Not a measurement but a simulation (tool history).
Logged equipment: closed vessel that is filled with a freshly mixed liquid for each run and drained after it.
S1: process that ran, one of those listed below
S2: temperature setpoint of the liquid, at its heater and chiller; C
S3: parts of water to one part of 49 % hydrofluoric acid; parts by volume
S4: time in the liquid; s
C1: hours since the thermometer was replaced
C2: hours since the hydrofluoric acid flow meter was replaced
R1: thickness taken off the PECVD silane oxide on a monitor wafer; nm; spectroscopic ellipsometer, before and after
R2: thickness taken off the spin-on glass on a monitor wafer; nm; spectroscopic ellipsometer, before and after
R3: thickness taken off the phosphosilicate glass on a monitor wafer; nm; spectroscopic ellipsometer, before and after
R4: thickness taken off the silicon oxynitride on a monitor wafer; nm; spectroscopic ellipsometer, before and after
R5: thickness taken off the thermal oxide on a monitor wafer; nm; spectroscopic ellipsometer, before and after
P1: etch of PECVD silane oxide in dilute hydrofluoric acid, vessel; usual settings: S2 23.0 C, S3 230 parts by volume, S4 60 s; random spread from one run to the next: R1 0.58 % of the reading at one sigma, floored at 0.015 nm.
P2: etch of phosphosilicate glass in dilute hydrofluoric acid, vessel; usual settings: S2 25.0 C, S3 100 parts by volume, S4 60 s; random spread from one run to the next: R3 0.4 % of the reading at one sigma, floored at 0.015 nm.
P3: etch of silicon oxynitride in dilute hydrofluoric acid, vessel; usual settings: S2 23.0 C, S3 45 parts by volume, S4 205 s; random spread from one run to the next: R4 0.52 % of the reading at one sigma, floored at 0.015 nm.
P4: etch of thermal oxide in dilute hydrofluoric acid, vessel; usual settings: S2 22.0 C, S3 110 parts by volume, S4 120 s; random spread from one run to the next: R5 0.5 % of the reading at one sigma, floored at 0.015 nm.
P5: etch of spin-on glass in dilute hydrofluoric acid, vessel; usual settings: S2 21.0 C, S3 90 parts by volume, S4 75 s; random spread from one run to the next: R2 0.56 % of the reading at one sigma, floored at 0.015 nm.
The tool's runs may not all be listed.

run,hour,S1,S2,S3,S4,C1,C2,R1,R2,R3,R4,R5
1,4.4,P1,23.0,230,60,1607.1,182.9,10.4650,,,,
2,7.3,P1,17.0,230,60,1610.0,185.8,8.3212,,,,
3,10.7,P1,23.0,230,95,1613.4,189.2,16.5230,,,,
4,13.2,P5,21.0,90,75,1615.9,191.7,,41.395,,,
5,17.6,P2,25.0,100,30,1620.3,196.1,,,18.990,,
6,19.8,P5,27.0,90,75,1622.5,198.3,,52.944,,,
7,24.2,P3,23.0,45,205,1626.9,202.7,,,,6.4099,
8,26.5,P1,23.0,230,30,1629.2,205.0,5.1906,,,,
9,30.0,P3,17.0,45,205,1632.7,208.5,,,,4.7359,
10,34.3,P2,25.0,100,60,1637.0,212.8,,,37.959,,
11,36.6,P4,26.5,110,120,1639.3,215.1,,,,,5.6780
12,38.9,P1,23.0,230,60,1641.6,217.4,10.5680,,,,
13,43.2,P3,23.0,45,45,1645.9,221.7,,,,1.3628,
14,47.4,P1,29.5,230,60,1650.1,225.9,13.1280,,,,
15,49.6,P1,23.0,365,60,1652.3,228.1,5.8360,,,,
16,52.9,P1,23.0,85,60,1655.6,231.4,33.1780,,,,
17,55.3,P5,21.0,90,75,1658.0,233.8,,41.560,,,
18,58.5,P4,22.0,110,120,1661.2,237.0,,,,,4.7336
19,61.2,P2,25.0,180,60,1663.9,239.7,,,19.237,,
20,65.3,P1,23.0,125,115,1668.0,243.8,41.4370,,,,
21,68.7,P2,25.0,100,60,1671.4,247.2,,,37.646,,
# hour 70.6: hydrofluoric acid flow meter replaced
22,71.5,P3,23.0,20,205,1674.2,1.0,,,,14.6040,
23,73.7,P4,22.0,110,30,1676.4,3.2,,,,,1.1746
24,77.6,P5,21.0,135,75,1680.3,7.1,,26.446,,,
25,81.7,P1,23.0,230,60,1684.4,11.2,10.4810,,,,
26,83.7,P2,19.0,100,60,1686.4,13.2,,,29.613,,
27,86.6,P1,23.0,230,60,1689.3,16.1,10.5460,,,,

The next listed run, before its measurement:
28,89.8,P4,22.0,35,120,1692.5,19.3,,,,,?

For run 28 the tool returned R5 16.2140 nm.
